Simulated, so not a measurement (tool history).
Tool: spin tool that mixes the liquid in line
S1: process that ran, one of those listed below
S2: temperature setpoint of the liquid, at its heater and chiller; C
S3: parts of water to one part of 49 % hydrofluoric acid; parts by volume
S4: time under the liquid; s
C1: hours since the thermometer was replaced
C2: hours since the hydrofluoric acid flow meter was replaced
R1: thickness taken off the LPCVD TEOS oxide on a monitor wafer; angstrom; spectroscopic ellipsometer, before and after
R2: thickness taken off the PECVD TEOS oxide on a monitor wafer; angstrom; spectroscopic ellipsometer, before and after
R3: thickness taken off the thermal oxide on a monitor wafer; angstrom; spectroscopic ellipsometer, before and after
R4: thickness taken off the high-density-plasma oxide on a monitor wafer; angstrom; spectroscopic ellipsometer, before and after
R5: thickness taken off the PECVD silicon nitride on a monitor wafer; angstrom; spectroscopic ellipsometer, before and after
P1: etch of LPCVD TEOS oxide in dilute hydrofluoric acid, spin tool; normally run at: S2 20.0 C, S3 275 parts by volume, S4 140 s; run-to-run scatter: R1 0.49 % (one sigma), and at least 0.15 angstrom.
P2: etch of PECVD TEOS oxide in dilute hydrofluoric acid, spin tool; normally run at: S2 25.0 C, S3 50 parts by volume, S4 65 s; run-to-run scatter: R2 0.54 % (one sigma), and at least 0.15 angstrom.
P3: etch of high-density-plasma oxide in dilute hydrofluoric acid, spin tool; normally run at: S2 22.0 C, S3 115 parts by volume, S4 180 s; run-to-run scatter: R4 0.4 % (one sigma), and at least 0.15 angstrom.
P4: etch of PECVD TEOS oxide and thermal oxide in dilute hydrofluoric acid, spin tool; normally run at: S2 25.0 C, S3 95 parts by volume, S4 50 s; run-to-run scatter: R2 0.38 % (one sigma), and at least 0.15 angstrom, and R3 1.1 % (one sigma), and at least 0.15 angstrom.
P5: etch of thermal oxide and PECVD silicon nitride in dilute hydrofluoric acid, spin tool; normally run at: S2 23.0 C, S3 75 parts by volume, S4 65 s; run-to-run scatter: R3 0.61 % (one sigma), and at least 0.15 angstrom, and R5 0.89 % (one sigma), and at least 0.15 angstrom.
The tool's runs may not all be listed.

run 1 day=0.121 | S1=P1 S2=20.0 S3=275 S4=140 | C1=1117.2 C2=1252.5 | R1=123.700
run 2 day=0.229 | S1=P1 S2=20.0 S3=275 S4=140 | C1=1119.8 C2=1255.1 | R1=125.070
run 3 day=0.342 | S1=P4 S2=25.0 S3=95 S4=50 | C1=1122.5 C2=1257.8 | R2=158.060 R3=25.229
run 4 day=0.442 | S1=P1 S2=17.0 S3=275 S4=55 | C1=1124.9 C2=1260.2 | R1=43.534
run 5 day=0.571 | S1=P3 S2=17.0 S3=115 S4=180 | C1=1128.0 C2=1263.3 | R4=70.5920
run 6 day=0.762 | S1=P2 S2=31.0 S3=50 S4=65 | C1=1132.6 C2=1267.9 | R2=513.520
run 7 day=0.858 | S1=P3 S2=22.0 S3=200 S4=180 | C1=1134.9 C2=1270.2 | R4=44.9290
run 8 day=1.042 | S1=P5 S2=23.0 S3=20 S4=65 | C1=1139.3 C2=1274.6 | R3=164.130 R5=94.616
run 9 day=1.179 | S1=P1 S2=20.0 S3=150 S4=140 | C1=1142.6 C2=1277.9 | R1=255.250
run 10 day=1.338 | S1=P1 S2=25.5 S3=275 S4=140 | C1=1146.4 C2=1281.7 | R1=151.510
run 11 day=1.492 | S1=P1 S2=20.0 S3=275 S4=140 | C1=1150.1 C2=1285.4 | R1=124.240
run 12 day=1.654 | S1=P2 S2=25.0 S3=50 S4=130 | C1=1154.0 C2=1289.3 | R2=809.750
run 13 day=1.762 | S1=P5 S2=23.0 S3=75 S4=25 | C1=1156.6 C2=1291.9 | R3=15.942 R5=10.197
run 14 day=1.975 | S1=P5 S2=18.0 S3=75 S4=65 | C1=1161.7 C2=1297.0 | R3=33.296 R5=18.752
run 15 day=2.171 | S1=P4 S2=25.0 S3=170 S4=50 | C1=1166.4 C2=1301.7 | R2=80.547 R3=12.699
run 16 day=2.317 | S1=P5 S2=23.0 S3=75 S4=65 | C1=1169.9 C2=1305.2 | R3=40.955 R5=26.463
run 17 day=2.488 | S1=P1 S2=17.0 S3=275 S4=140 | C1=1174.0 C2=1309.3 | R1=110.410
run 18 day=2.604 | S1=P2 S2=25.0 S3=50 S4=65 | C1=1176.8 C2=1312.1 | R2=399.150
run 19 day=2.808 | S1=P2 S2=25.0 S3=75 S4=65 | C1=1181.7 C2=1317.0 | R2=257.960
run 20 day=2.942 | S1=P1 S2=20.0 S3=275 S4=215 | C1=1184.9 C2=1320.2 | R1=190.120
run 21 day=3.071 | S1=P1 S2=20.0 S3=275 S4=140 | C1=1188.0 C2=1323.3 | R1=123.750
run 22 day=3.167 | S1=P4 S2=29.5 S3=95 S4=50 | C1=1190.3 C2=1325.6 | R2=188.260 R3=29.768
run 23 day=3.333 | S1=P1 S2=20.0 S3=480 S4=140 | C1=1194.3 C2=1329.6 | R1=59.576
run 24 day=3.479 | S1=P1 S2=20.0 S3=275 S4=15 | C1=1197.8 C2=1333.1 | R1=13.219
-- day=3.512 hydrofluoric acid flow meter replaced
run 25 day=3.667 | S1=P4 S2=25.0 S3=95 S4=90 | C1=1202.3 C2=3.7 | R2=282.620 R3=44.339
run 26 day=3.862 | S1=P3 S2=22.0 S3=115 S4=15 | C1=1207.0 C2=8.4 | R4=7.0449
run 27 day=3.988 | S1=P3 S2=22.0 S3=115 S4=180 | C1=1210.0 C2=11.4 | R4=85.6030
run 28 day=4.162 | S1=P2 S2=25.0 S3=50 S4=65 | C1=1214.2 C2=15.6 | R2=400.530
run 29 day=4.321 | S1=P1 S2=20.0 S3=275 S4=140 | C1=1218.0 C2=19.4 | R1=124.450
run 30 day=4.483 | S1=P1 S2=20.0 S3=275 S4=140 | C1=1221.9 C2=23.3 | R1=126.770
run 31 day=4.667 | S1=P1 S2=20.0 S3=275 S4=140 | C1=1226.3 C2=27.7 | R1=129.600
run 32 day=4.808 | S1=P1 S2=20.0 S3=275 S4=140 | C1=1229.7 C2=31.1 | R1=131.000
run 33 day=4.904 | S1=P1 S2=20.0 S3=275 S4=140 | C1=1232.0 C2=33.4 | R1=129.700

Forecast run 34:
run 34 day=5.079 | S1=P1 S2=20.0 S3=275 S4=140 | C1=1236.2 C2=37.6 | R1=?

{"run 34": {"R1": 131.26}}

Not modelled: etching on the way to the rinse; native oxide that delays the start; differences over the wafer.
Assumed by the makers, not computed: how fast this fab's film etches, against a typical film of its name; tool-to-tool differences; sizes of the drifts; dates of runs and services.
